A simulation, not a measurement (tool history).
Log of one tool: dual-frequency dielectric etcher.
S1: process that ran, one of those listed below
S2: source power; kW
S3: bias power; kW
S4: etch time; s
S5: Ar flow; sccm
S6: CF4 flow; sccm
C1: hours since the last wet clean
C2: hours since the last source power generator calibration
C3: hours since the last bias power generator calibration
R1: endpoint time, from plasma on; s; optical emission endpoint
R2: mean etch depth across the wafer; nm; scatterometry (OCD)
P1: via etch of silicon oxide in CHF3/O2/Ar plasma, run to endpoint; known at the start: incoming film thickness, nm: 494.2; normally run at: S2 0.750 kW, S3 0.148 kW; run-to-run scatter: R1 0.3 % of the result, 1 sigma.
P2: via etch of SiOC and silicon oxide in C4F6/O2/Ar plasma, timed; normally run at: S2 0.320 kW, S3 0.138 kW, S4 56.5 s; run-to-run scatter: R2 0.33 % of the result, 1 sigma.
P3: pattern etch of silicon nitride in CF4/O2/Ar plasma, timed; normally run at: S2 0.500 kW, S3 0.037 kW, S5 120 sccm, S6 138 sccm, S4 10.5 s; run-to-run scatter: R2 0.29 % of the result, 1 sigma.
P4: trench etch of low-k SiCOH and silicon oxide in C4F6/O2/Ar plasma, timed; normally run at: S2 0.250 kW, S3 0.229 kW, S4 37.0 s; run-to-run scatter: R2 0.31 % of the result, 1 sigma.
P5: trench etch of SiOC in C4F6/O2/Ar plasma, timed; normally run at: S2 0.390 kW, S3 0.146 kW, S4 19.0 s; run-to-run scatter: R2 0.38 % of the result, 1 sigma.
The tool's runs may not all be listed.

run,hour,S1,S2,S3,S4,S5,S6,C1,C2,C3,R1,R2
1,2.0,P1,0.750,0.148,,,,98.4,1271.7,748.3,250.87,
2,5.9,P1,0.550,0.205,,,,102.3,1275.6,752.2,253.26,
3,8.0,P5,0.390,0.092,19.0,,,104.4,1277.7,754.3,,33.803
4,11.9,P1,0.750,0.148,,,,108.3,1281.6,758.2,250.23,
5,14.4,P3,0.500,0.037,10.5,162,138,110.8,1284.1,760.7,,17.218
6,16.7,P2,0.320,0.138,33.0,,,113.1,1286.4,763.0,,31.819
7,20.8,P4,0.250,0.229,37.0,,,117.2,1290.5,767.1,,104.790
8,25.0,P2,0.320,0.106,56.5,,,121.4,1294.7,771.3,,50.866
9,29.2,P1,0.750,0.148,,,,125.6,1298.9,775.5,250.67,
10,32.3,P1,0.750,0.148,,,,128.7,1302.0,778.6,248.96,
11,36.6,P3,0.500,0.023,10.5,120,138,133.0,1306.3,782.9,,15.475
12,39.4,P2,0.320,0.138,56.5,,,135.8,1309.1,785.7,,54.817
13,43.7,P2,0.260,0.138,56.5,,,140.1,1313.4,790.0,,50.410
14,47.9,P1,0.750,0.094,,,,144.3,1317.6,794.2,288.22,
15,50.3,P4,0.250,0.295,37.0,,,146.7,1320.0,796.6,,114.210
16,53.2,P5,0.390,0.146,10.5,,,149.6,1322.9,799.5,,21.199
17,55.3,P3,0.500,0.037,10.5,120,138,151.7,1325.0,801.6,,17.979
18,58.8,P1,0.750,0.148,,,,155.2,1328.5,805.1,249.96,
19,61.9,P3,0.690,0.037,10.5,120,138,158.3,1331.6,808.2,,23.769
20,64.5,P5,0.390,0.146,19.0,,,160.9,1334.2,810.8,,38.414
21,67.0,P4,0.170,0.229,37.0,,,163.4,1336.7,813.3,,89.971
# hour 69.2: bias power generator calibrated
22,69.4,P5,0.550,0.146,19.0,,,165.8,1339.1,0.3,,43.838
23,72.5,P3,0.500,0.037,10.5,120,138,168.9,1342.2,3.4,,18.008
24,74.6,P1,0.530,0.148,,,,171.0,1344.3,5.5,286.05,
25,78.0,P1,1.070,0.148,,,,174.4,1347.7,8.9,218.09,
26,81.2,P1,0.750,0.198,,,,177.6,1350.9,12.1,226.83,
27,85.6,P1,0.750,0.148,,,,182.0,1355.3,16.5,251.08,
28,88.7,P3,0.500,0.037,6.5,120,138,185.1,1358.4,19.6,,11.096
29,93.1,P4,0.250,0.229,37.0,,,189.5,1362.8,24.0,,104.390
30,95.5,P3,0.500,0.037,10.5,120,89,191.9,1365.2,26.4,,16.959
31,97.5,P4,0.250,0.229,22.0,,,193.9,1367.2,28.4,,62.384
32,101.3,P1,0.750,0.148,,,,197.7,1371.0,32.2,251.60,
33,105.6,P1,0.750,0.148,,,,202.0,1375.3,36.5,249.18,
34,108.2,P1,0.750,0.148,,,,204.6,1377.9,39.1,247.09,
35,110.4,P1,0.750,0.148,,,,206.8,1380.1,41.3,246.14,
# hour 113.4: wet clean of the chamber
36,114.2,P1,0.750,0.148,,,,0.9,1383.9,45.1,246.66,
37,116.6,P1,0.750,0.148,,,,3.3,1386.3,47.5,246.03,
38,120.8,P1,0.750,0.148,,,,7.5,1390.5,51.7,245.97,
39,125.2,P1,0.750,0.148,,,,11.9,1394.9,56.1,245.78,

What P1 gives has crept away from where it was. These 2 causes fit the log equally well, each at the size given:
A: source power that arrives over what is set, % = 3.94
B: bias power that arrives over what is set, % = 4.83
The creep began at about hour 101.3.
Why every other cause is out:
chamber walls in a state that raises the etch rate, %: serviced at hour 113.4, which brought nothing back

4 check runs are offered, each on 2 wafers whose results are averaged, their results left as question marks. Which one tells the causes apart?
check 1,129.6,P3,0.500,0.023,10.5,120,138,,,,,?
check 2,129.6,P2,0.320,0.111,34.0,,,,,,,?
check 3,129.6,P5,0.460,0.094,19.0,,,,,,,?
check 4,129.6,P4,0.200,0.293,37.0,,,,,,,?

What each check would give under each cause:
check,result,if A,if B
check 1,R2,15.989,15.664
check 2,R2,31.376,31.331
check 3,R2,36.749,36.634
check 4,R2,106.270,106.550
How far apart the two closest causes lie, in the result that separates them most: check 1 2.05 %; check 2 0.14 %; check 3 0.31 %; check 4 0.27 %
Check 1 tells the causes apart: in the others they would give nearly the same result.

Then check 1 was run and gave: R2 15.657 nm. Which cause is it?

It is B: bias power that arrives over what is set, %.

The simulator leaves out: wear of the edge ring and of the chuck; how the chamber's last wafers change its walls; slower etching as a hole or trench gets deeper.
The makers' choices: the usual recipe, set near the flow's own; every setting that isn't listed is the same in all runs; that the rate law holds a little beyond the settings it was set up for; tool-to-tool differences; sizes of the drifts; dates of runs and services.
